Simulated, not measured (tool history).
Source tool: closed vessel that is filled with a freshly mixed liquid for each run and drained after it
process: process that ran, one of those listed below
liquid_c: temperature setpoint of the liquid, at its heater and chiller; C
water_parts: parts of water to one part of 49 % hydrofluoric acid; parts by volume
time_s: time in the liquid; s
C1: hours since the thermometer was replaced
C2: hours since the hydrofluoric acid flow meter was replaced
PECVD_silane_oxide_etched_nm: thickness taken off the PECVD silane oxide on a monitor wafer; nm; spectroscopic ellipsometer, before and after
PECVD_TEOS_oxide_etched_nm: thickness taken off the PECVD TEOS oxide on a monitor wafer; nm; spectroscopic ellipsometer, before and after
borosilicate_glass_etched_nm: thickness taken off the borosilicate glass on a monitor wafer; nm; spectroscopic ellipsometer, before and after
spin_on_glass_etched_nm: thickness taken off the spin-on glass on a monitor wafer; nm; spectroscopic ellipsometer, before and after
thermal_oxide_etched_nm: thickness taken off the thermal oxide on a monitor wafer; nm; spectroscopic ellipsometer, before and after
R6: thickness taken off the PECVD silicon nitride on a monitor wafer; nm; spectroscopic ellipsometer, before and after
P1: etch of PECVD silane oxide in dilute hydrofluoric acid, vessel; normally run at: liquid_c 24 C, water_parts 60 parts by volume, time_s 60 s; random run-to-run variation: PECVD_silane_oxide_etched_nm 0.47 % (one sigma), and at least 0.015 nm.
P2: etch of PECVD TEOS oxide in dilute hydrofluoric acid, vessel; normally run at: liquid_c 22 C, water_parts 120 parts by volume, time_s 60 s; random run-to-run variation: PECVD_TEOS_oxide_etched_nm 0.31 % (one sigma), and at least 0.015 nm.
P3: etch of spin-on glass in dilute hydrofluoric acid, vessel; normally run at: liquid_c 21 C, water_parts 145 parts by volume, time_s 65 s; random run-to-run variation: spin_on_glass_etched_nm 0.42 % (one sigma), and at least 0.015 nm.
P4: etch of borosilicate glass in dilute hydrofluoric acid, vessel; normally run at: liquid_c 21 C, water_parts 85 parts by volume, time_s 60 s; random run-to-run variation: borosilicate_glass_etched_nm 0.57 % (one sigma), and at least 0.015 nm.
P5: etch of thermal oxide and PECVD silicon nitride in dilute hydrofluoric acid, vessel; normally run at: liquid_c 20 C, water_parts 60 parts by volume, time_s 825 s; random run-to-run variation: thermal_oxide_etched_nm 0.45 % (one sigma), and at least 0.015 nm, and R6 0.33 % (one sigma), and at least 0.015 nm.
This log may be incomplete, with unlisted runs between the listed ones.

Run 1, hour 2.8: process P1, liquid_c 24 C, water_parts 60 parts by volume, time_s 60 s; C1 250.7; C2 751.5. Result: PECVD_silane_oxide_etched_nm 27.691 nm.
Run 2, hour 6.3: process P1, liquid_c 24 C, water_parts 60 parts by volume, time_s 115 s; C1 254.2; C2 755. Result: PECVD_silane_oxide_etched_nm 53.133 nm.
Run 3, hour 8.6: process P1, liquid_c 24 C, water_parts 60 parts by volume, time_s 60 s; C1 256.5; C2 757.3. Result: PECVD_silane_oxide_etched_nm 27.783 nm.
Run 4, hour 11.3: process P2, liquid_c 22 C, water_parts 40 parts by volume, time_s 60 s; C1 259.2; C2 760. Result: PECVD_TEOS_oxide_etched_nm 28.383 nm.
Run 5, hour 15.5: process P2, liquid_c 22 C, water_parts 120 parts by volume, time_s 90 s; C1 263.4; C2 764.2. Result: PECVD_TEOS_oxide_etched_nm 12.845 nm.
Run 6, hour 20: process P4, liquid_c 21 C, water_parts 85 parts by volume, time_s 60 s; C1 267.9; C2 768.7. Result: borosilicate_glass_etched_nm 19.519 nm.
Run 7, hour 23: process P2, liquid_c 22 C, water_parts 120 parts by volume, time_s 60 s; C1 270.9; C2 771.7. Result: PECVD_TEOS_oxide_etched_nm 8.5402 nm.
Run 8, hour 27: process P3, liquid_c 26.5 C, water_parts 145 parts by volume, time_s 65 s; C1 274.9; C2 775.7. Result: spin_on_glass_etched_nm 10.225 nm.
Run 9, hour 30.1: process P4, liquid_c 21 C, water_parts 85 parts by volume, time_s 100 s; C1 278; C2 778.8. Result: borosilicate_glass_etched_nm 32.805 nm.
Run 10, hour 32.2: process P1, liquid_c 24 C, water_parts 60 parts by volume, time_s 60 s; C1 280.1; C2 780.9. Result: PECVD_silane_oxide_etched_nm 27.851 nm.
Run 11, hour 36.5: process P1, liquid_c 24 C, water_parts 35 parts by volume, time_s 60 s; C1 284.4; C2 785.2. Result: PECVD_silane_oxide_etched_nm 49.286 nm.
Run 12, hour 38.9: process P1, liquid_c 24 C, water_parts 60 parts by volume, time_s 60 s; C1 286.8; C2 787.6. Result: PECVD_silane_oxide_etched_nm 27.702 nm.
Run 13, hour 41.7: process P4, liquid_c 17 C, water_parts 85 parts by volume, time_s 60 s; C1 289.6; C2 790.4. Result: borosilicate_glass_etched_nm 16.639 nm.
Run 14, hour 43.7: process P5, liquid_c 20 C, water_parts 35 parts by volume, time_s 825 s; C1 291.6; C2 792.4. Result: thermal_oxide_etched_nm 103.42 nm, R6 40.356 nm.
Run 15, hour 48.2: process P3, liquid_c 21 C, water_parts 145 parts by volume, time_s 65 s; C1 296.1; C2 796.9. Result: spin_on_glass_etched_nm 8.291 nm.
Run 16, hour 51.7: process P1, liquid_c 24 C, water_parts 60 parts by volume, time_s 60 s; C1 299.6; C2 800.4. Result: PECVD_silane_oxide_etched_nm 27.791 nm.
Run 17, hour 54.5: process P1, liquid_c 17 C, water_parts 60 parts by volume, time_s 60 s; C1 302.4; C2 803.2. Result: PECVD_silane_oxide_etched_nm 20.587 nm.
Run 18, hour 56.8: process P1, liquid_c 24 C, water_parts 95 parts by volume, time_s 60 s; C1 304.7; C2 805.5. Result: PECVD_silane_oxide_etched_nm 16.767 nm.
Run 19, hour 59.4: process P4, liquid_c 21 C, water_parts 25 parts by volume, time_s 60 s; C1 307.3; C2 808.1. Result: borosilicate_glass_etched_nm 71.256 nm.
Run 20, hour 62.5: process P5, liquid_c 20 C, water_parts 60 parts by volume, time_s 825 s; C1 310.4; C2 811.2. Result: thermal_oxide_etched_nm 59.161 nm, R6 23.795 nm.
Run 21, hour 65.9: process P5, liquid_c 20 C, water_parts 60 parts by volume, time_s 825 s; C1 313.8; C2 814.6. Result: thermal_oxide_etched_nm 58.53 nm, R6 23.802 nm.
Run 22, hour 68.4: process P5, liquid_c 28.5 C, water_parts 60 parts by volume, time_s 825 s; C1 316.3; C2 817.1. Result: thermal_oxide_etched_nm 83.309 nm, R6 42.082 nm.
Run 23, hour 71.6: process P1, liquid_c 24 C, water_parts 95 parts by volume, time_s 30 s; C1 319.5; C2 820.3. Result: PECVD_silane_oxide_etched_nm 8.3984 nm.
Run 24, hour 75.9: process P1, liquid_c 28 C, water_parts 60 parts by volume, time_s 60 s; C1 323.8; C2 824.6. Result: PECVD_silane_oxide_etched_nm 32.658 nm.
Run 25, hour 79: process P3, liquid_c 21 C, water_parts 145 parts by volume, time_s 65 s; C1 326.9; C2 827.7. Result: spin_on_glass_etched_nm 8.3189 nm.
Run 26, hour 82: process P2, liquid_c 17.5 C, water_parts 120 parts by volume, time_s 60 s; C1 329.9; C2 830.7. Result: PECVD_TEOS_oxide_etched_nm 7.1709 nm.
Run 27, hour 86: process P5, liquid_c 20 C, water_parts 60 parts by volume, time_s 1585 s; C1 333.9; C2 834.7. Result: thermal_oxide_etched_nm 112.99 nm, R6 45.942 nm.
Run 28, hour 89.4: process P3, liquid_c 21 C, water_parts 35 parts by volume, time_s 65 s; C1 337.3; C2 838.1. Result: spin_on_glass_etched_nm 39.101 nm.
Run 29, hour 93.4: process P1, liquid_c 24 C, water_parts 60 parts by volume, time_s 30 s; C1 341.3; C2 842.1. Result: PECVD_silane_oxide_etched_nm 13.798 nm.
Run 30, hour 97.7: process P2, liquid_c 22 C, water_parts 120 parts by volume, time_s 60 s; C1 345.6; C2 846.4. Result: PECVD_TEOS_oxide_etched_nm 8.578 nm.
Run 31, hour 101.6: process P3, liquid_c 21 C, water_parts 145 parts by volume, time_s 30 s; C1 349.5; C2 850.3. Result: spin_on_glass_etched_nm 3.8299 nm.
Run 32, hour 104.8: process P1, liquid_c 24 C, water_parts 60 parts by volume, time_s 60 s; C1 352.7; C2 853.5. Result: PECVD_silane_oxide_etched_nm 27.763 nm.
Run 33, hour 107.3: process P1, liquid_c 24 C, water_parts 60 parts by volume, time_s 60 s; C1 355.2; C2 856. Result: PECVD_silane_oxide_etched_nm 29.062 nm.
Run 34, hour 111.1: process P1, liquid_c 24 C, water_parts 60 parts by volume, time_s 60 s; C1 359; C2 859.8. Result: PECVD_silane_oxide_etched_nm 29.534 nm.
Run 35, hour 114.8: process P1, liquid_c 24 C, water_parts 60 parts by volume, time_s 60 s; C1 362.7; C2 863.5. Result: PECVD_silane_oxide_etched_nm 29.9 nm.
Run 36, hour 116.8: process P1, liquid_c 24 C, water_parts 60 parts by volume, time_s 60 s; C1 364.7; C2 865.5. Result: PECVD_silane_oxide_etched_nm 30.199 nm.
Run 37, hour 120.5: process P1, liquid_c 24 C, water_parts 60 parts by volume, time_s 60 s; C1 368.4; C2 869.2. Result: PECVD_silane_oxide_etched_nm 30.241 nm.
Run 38, hour 123.4: process P1, liquid_c 24 C, water_parts 60 parts by volume, time_s 60 s; C1 371.3; C2 872.1. Result: PECVD_silane_oxide_etched_nm 30.097 nm.

The log shows P1 creeping away from where it was. Any of the 2 causes listed here, at the size stated for it, fits the log just as well as the others:
A: liquid hotter than its thermometer reads (K) = 2.09
B: hydrofluoric acid flow above the setpoint (%) = 8.16
The gradual shift began around hour 104.8.

Question marks stand in for the results of the 4 check runs listed below, each run on one wafer. Under which run would the listed causes show clearly different results?
Run check 1, hour 126.3: process P5, liquid_c 20 C, water_parts 60 parts by volume, time_s 825 s. Result: thermal_oxide_etched_nm ?, R6 ?.
Run check 2, hour 126.3: process P3, liquid_c 21 C, water_parts 145 parts by volume, time_s 65 s. Result: spin_on_glass_etched_nm ?.
Run check 3, hour 126.3: process P4, liquid_c 21 C, water_parts 85 parts by volume, time_s 60 s. Result: borosilicate_glass_etched_nm ?.
Run check 4, hour 126.3: process P2, liquid_c 22 C, water_parts 120 parts by volume, time_s 60 s. Result: PECVD_TEOS_oxide_etched_nm ?.

Predicted outcomes, by check and by cause:
  check                        result    if A    if B
check 1       thermal_oxide_etched_nm  64.223  63.997
check 1                            R6  27.504  25.722
check 2       spin_on_glass_etched_nm  9.0206  9.0977
check 3  borosilicate_glass_etched_nm  21.316  21.333
check 4    PECVD_TEOS_oxide_etched_nm    9.33    9.39
Distance between the nearest two causes, measured in the result of the check that separates them most: check 1 6.7 %; check 2 0.85 %; check 3 0.08 %; check 4 0.64 %
Of the check runs offered, only check 1 discriminates between the causes; the rest would read about the same regardless of which cause applies.

Check 1 was carried out, with these results: thermal_oxide_etched_nm 64.109 nm; R6 27.562 nm. Which of the listed causes is responsible?

It was cause A: liquid hotter than its thermometer reads (K).
